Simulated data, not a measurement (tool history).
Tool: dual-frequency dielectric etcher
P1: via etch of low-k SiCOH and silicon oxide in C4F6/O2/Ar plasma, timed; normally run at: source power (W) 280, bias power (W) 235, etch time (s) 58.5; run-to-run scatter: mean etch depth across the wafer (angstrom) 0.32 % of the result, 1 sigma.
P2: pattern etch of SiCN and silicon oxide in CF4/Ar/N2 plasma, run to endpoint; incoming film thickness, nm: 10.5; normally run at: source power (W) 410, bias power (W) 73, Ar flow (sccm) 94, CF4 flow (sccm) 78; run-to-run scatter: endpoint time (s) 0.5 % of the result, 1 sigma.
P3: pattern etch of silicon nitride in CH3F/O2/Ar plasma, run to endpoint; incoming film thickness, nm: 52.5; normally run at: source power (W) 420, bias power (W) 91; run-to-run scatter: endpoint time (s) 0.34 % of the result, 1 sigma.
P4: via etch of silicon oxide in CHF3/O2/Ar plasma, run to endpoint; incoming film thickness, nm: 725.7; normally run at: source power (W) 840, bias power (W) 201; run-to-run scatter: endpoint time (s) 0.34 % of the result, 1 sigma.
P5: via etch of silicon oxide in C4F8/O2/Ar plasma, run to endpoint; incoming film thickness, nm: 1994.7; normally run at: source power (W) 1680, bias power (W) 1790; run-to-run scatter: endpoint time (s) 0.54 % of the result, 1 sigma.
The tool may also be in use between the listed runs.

run	hour	process that ran	source power (W)	bias power (W)	etch time (s)	Ar flow (sccm)	CF4 flow (sccm)	hours since the last wet clean	hours since the last source power generator calibration	hours since the last bias power generator calibration	mean etch depth across the wafer (angstrom)	endpoint time (s)
1	11.0	P1	280	235	58.5			285.4	1168.6	1035.3	1438.4	
2	23.6	P5	1680	1790				298.0	1181.2	1047.9		438.7100
# hour 30.4: source power generator calibrated
3	30.9	P1	370	235	58.5			305.3	0.5	1055.2	1597.6	
4	42.4	P2	570	73		94	78	316.8	12.0	1066.7		9.5484
5	49.6	P5	2330	1790				324.0	19.2	1073.9		379.5600
6	57.3	P1	280	235	58.5			331.7	26.9	1081.6	1444.1	
7	68.8	P3	420	55				343.2	38.4	1093.1		80.4300
8	80.2	P2	410	73		55	78	354.6	49.8	1104.5		11.9920
9	93.4	P2	410	73		94	96	367.8	63.0	1117.7		12.3060
10	101.5	P1	350	175	58.5			375.9	71.1	1125.8	1422.0	
11	112.5	P1	280	235	72.0			386.9	82.1	1136.8	1761.9	
# hour 116.5: bias power generator calibrated
12	126.1	P1	280	235	58.5			400.5	95.7	9.7	1442.7	
13	137.1	P5	1680	1112				411.5	106.7	20.7		497.0500
14	146.3	P3	420	91				420.7	115.9	29.9		68.3920
15	157.3	P3	540	91				431.7	126.9	40.9		61.8860
16	169.6	P1	280	235	45.5			444.0	139.2	53.2	1116.7	
17	180.4	P1	280	141	58.5			454.8	150.0	64.0	1226.6	
18	192.6	P2	410	101		94	78	467.0	162.2	76.2		11.3070
19	200.9	P4	840	201				475.3	170.5	84.5		311.8400
20	210.5	P3	420	91				484.9	180.1	94.1		67.9310
21	222.0	P4	1020	201				496.4	191.6	105.6		289.2000
22	233.7	P1	210	235	58.5			508.1	203.3	117.3	1285.5	
23	244.9	P1	280	319	58.5			519.3	214.5	128.5	1594.8	
24	257.5	P2	410	73		94	78	531.9	227.1	141.1		12.7520
25	264.2	P4	840	134				538.6	233.8	147.8		356.2300
26	275.4	P1	280	235	58.5			549.8	245.0	159.0	1430.1	
27	287.0	P4	840	201				561.4	256.6	170.6		313.2000
28	295.2	P1	280	235	58.5			569.6	264.8	178.8	1434.4	
29	308.9	P1	280	235	58.5			583.3	278.5	192.5	1455.0	
30	315.5	P1	280	235	58.5			589.9	285.1	199.1	1459.0	
31	326.4	P1	280	235	58.5			600.8	296.0	210.0	1453.8	
# hour 326.6: wet clean of the chamber
32	338.5	P1	280	235	58.5			12.0	308.1	222.1	1450.7	
33	350.2	P1	280	235	58.5			23.7	319.8	233.8	1462.3	
34	361.2	P1	280	235	58.5			34.7	330.8	244.8	1452.8	

What P1 gives has crept away from where it was. These 2 causes fit the log equally well, each at the size given:
A: source power that arrives over what is set, % = 4.36
B: bias power that arrives over what is set, % = 4.85
The creep began at about hour 295.2.
Why every other cause is out:
chamber walls in a state that raises the etch rate, %: serviced at hour 326.6, which brought nothing back

4 check runs are offered, each on 3 wafers whose results are averaged, their results left as question marks. Which one tells the causes apart?
check 1	372.2	P3	420	91								?
check 2	372.2	P5	1680	1790								?
check 3	372.2	P4	840	201								?
check 4	372.2	P2	410	73		94	78					?

What each check would give under each cause:
check	result	if A	if B
check 1	endpoint time (s)	66.9100	66.8370
check 2	endpoint time (s)	427.5400	429.1000
check 3	endpoint time (s)	307.7000	307.8100
check 4	endpoint time (s)	12.2890	12.5610
How far apart the two closest causes lie, in the result that separates them most: check 1 0.11 %; check 2 0.36 %; check 3 0.04 %; check 4 2.19 %
Only check 4 tells the causes apart: in the others they would give nearly the same result.

Check 4 was then run and gave: endpoint time (s) 12.3190. Which cause is it?

It is A: source power that arrives over what is set, %.
